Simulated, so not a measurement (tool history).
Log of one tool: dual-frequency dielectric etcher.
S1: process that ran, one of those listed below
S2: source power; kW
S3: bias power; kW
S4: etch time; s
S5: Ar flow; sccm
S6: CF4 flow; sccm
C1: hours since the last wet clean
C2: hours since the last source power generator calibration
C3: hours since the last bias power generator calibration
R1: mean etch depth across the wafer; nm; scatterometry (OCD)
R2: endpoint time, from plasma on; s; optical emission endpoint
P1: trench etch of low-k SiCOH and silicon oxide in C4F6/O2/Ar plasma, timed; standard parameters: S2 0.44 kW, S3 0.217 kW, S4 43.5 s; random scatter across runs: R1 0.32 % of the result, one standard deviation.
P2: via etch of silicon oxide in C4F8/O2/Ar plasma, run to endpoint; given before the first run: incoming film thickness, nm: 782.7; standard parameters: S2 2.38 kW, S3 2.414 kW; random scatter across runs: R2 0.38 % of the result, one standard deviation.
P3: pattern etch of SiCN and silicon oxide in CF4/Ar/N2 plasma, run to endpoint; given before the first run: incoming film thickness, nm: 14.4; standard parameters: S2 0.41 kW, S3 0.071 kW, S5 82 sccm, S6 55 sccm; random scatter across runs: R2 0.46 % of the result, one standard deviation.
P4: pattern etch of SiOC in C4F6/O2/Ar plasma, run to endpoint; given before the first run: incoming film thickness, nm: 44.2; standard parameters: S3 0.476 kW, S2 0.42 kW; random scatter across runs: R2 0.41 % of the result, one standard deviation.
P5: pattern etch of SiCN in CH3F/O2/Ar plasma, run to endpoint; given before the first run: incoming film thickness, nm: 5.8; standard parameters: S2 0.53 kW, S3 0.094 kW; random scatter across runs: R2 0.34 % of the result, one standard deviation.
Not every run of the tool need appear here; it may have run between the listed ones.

Run 1, hour 11.4: S1 P1, S2 0.44 kW, S3 0.217 kW, S4 43.5 s; C1 267.9; C2 1107; C3 2853.4. Result: R1 149.34 nm.
Run 2, hour 19.4: S1 P3, S2 0.41 kW, S3 0.071 kW, S5 82 sccm, S6 55 sccm; C1 275.9; C2 1115; C3 2861.4. Result: R2 17.603 s.
Run 3, hour 27.9: S1 P4, S2 0.42 kW, S3 0.306 kW; C1 284.4; C2 1123.5; C3 2869.9. Result: R2 17.448 s.
Run 4, hour 34.1: S1 P3, S2 0.41 kW, S3 0.071 kW, S5 82 sccm, S6 69 sccm; C1 290.6; C2 1129.7; C3 2876.1. Result: R2 17.083 s.
Run 5, hour 44.2: S1 P2, S2 1.76 kW, S3 2.414 kW; C1 300.7; C2 1139.8; C3 2886.2. Result: R2 153.4 s.
Run 6, hour 57.5: S1 P4, S2 0.42 kW, S3 0.476 kW; C1 314; C2 1153.1; C3 2899.5. Result: R2 14.799 s.
Run 7, hour 68.1: S1 P1, S2 0.44 kW, S3 0.217 kW, S4 43.5 s; C1 324.6; C2 1163.7; C3 2910.1. Result: R1 149.41 nm.
Run 8, hour 79.2: S1 P2, S2 2.38 kW, S3 3.122 kW; C1 335.7; C2 1174.8; C3 2921.2. Result: R2 126.64 s.
Run 9, hour 88.5: S1 P5, S2 0.53 kW, S3 0.113 kW; C1 345; C2 1184.1; C3 2930.5. Result: R2 11.706 s.
Run 10, hour 99.3: S1 P3, S2 0.41 kW, S3 0.071 kW, S5 82 sccm, S6 55 sccm; C1 355.8; C2 1194.9; C3 2941.3. Result: R2 17.656 s.
Run 11, hour 105.7: S1 P1, S2 0.36 kW, S3 0.217 kW, S4 59.5 s; C1 362.2; C2 1201.3; C3 2947.7. Result: R1 189.5 nm.
At hour 107.9: bias power generator calibrated.
Run 12, hour 114.1: S1 P1, S2 0.33 kW, S3 0.217 kW, S4 43.5 s; C1 370.6; C2 1209.7; C3 6.2. Result: R1 133.77 nm.
Run 13, hour 121.4: S1 P3, S2 0.52 kW, S3 0.071 kW, S5 82 sccm, S6 55 sccm; C1 377.9; C2 1217; C3 13.5. Result: R2 14.286 s.
Run 14, hour 133: S1 P3, S2 0.41 kW, S3 0.046 kW, S5 82 sccm, S6 55 sccm; C1 389.5; C2 1228.6; C3 25.1. Result: R2 20.199 s.
Run 15, hour 142.1: S1 P1, S2 0.44 kW, S3 0.217 kW, S4 60.5 s; C1 398.6; C2 1237.7; C3 34.2. Result: R1 207.32 nm.
Run 16, hour 154.6: S1 P1, S2 0.44 kW, S3 0.264 kW, S4 43.5 s; C1 411.1; C2 1250.2; C3 46.7. Result: R1 160.85 nm.
Run 17, hour 164.9: S1 P3, S2 0.41 kW, S3 0.071 kW, S5 56 sccm, S6 55 sccm; C1 421.4; C2 1260.5; C3 57. Result: R2 16.79 s.
Run 18, hour 177: S1 P5, S2 0.53 kW, S3 0.094 kW; C1 433.5; C2 1272.6; C3 69.1. Result: R2 12.518 s.
Run 19, hour 188: S1 P1, S2 0.44 kW, S3 0.217 kW, S4 43.5 s; C1 444.5; C2 1283.6; C3 80.1. Result: R1 149.7 nm.
Run 20, hour 195.3: S1 P4, S2 0.56 kW, S3 0.476 kW; C1 451.8; C2 1290.9; C3 87.4. Result: R2 13.36 s.
Run 21, hour 205.5: S1 P1, S2 0.44 kW, S3 0.217 kW, S4 30 s; C1 462; C2 1301.1; C3 97.6. Result: R1 103.17 nm.
Run 22, hour 211.8: S1 P1, S2 0.44 kW, S3 0.164 kW, S4 43.5 s; C1 468.3; C2 1307.4; C3 103.9. Result: R1 136.93 nm.
Run 23, hour 223.6: S1 P1, S2 0.44 kW, S3 0.217 kW, S4 43.5 s; C1 480.1; C2 1319.2; C3 115.7. Result: R1 149.21 nm.
Run 24, hour 233.8: S1 P2, S2 2.38 kW, S3 2.414 kW; C1 490.3; C2 1329.4; C3 125.9. Result: R2 135.63 s.
Run 25, hour 241: S1 P1, S2 0.44 kW, S3 0.217 kW, S4 43.5 s; C1 497.5; C2 1336.6; C3 133.1. Result: R1 149.64 nm.
Run 26, hour 250.1: S1 P5, S2 0.43 kW, S3 0.094 kW; C1 506.6; C2 1345.7; C3 142.2. Result: R2 13.459 s.
Run 27, hour 259.4: S1 P2, S2 2.38 kW, S3 2.414 kW; C1 515.9; C2 1355; C3 151.5. Result: R2 135.38 s.
Run 28, hour 266.4: S1 P1, S2 0.58 kW, S3 0.217 kW, S4 43.5 s; C1 522.9; C2 1362; C3 158.5. Result: R1 164.92 nm.
Run 29, hour 276.5: S1 P1, S2 0.44 kW, S3 0.217 kW, S4 43.5 s; C1 533; C2 1372.1; C3 168.6. Result: R1 149.31 nm.
Run 30, hour 282.5: S1 P1, S2 0.44 kW, S3 0.217 kW, S4 43.5 s; C1 539; C2 1378.1; C3 174.6. Result: R1 149.65 nm.
Run 31, hour 294.2: S1 P1, S2 0.44 kW, S3 0.217 kW, S4 43.5 s; C1 550.7; C2 1389.8; C3 186.3. Result: R1 148.01 nm.
Run 32, hour 305.9: S1 P1, S2 0.44 kW, S3 0.217 kW, S4 43.5 s; C1 562.4; C2 1401.5; C3 198. Result: R1 148.19 nm.
Run 33, hour 313.2: S1 P1, S2 0.44 kW, S3 0.217 kW, S4 43.5 s; C1 569.7; C2 1408.8; C3 205.3. Result: R1 147.73 nm.

Run 34 comes next. What will it give?
At hour 318.1: wet clean of the chamber.
Run 34, hour 319.2: S1 P1, S2 0.44 kW, S3 0.217 kW, S4 43.5 s; C1 1.1; C2 1414.8; C3 211.3. Result: R1 ?.

Run 34 gave R1 147.34 nm.
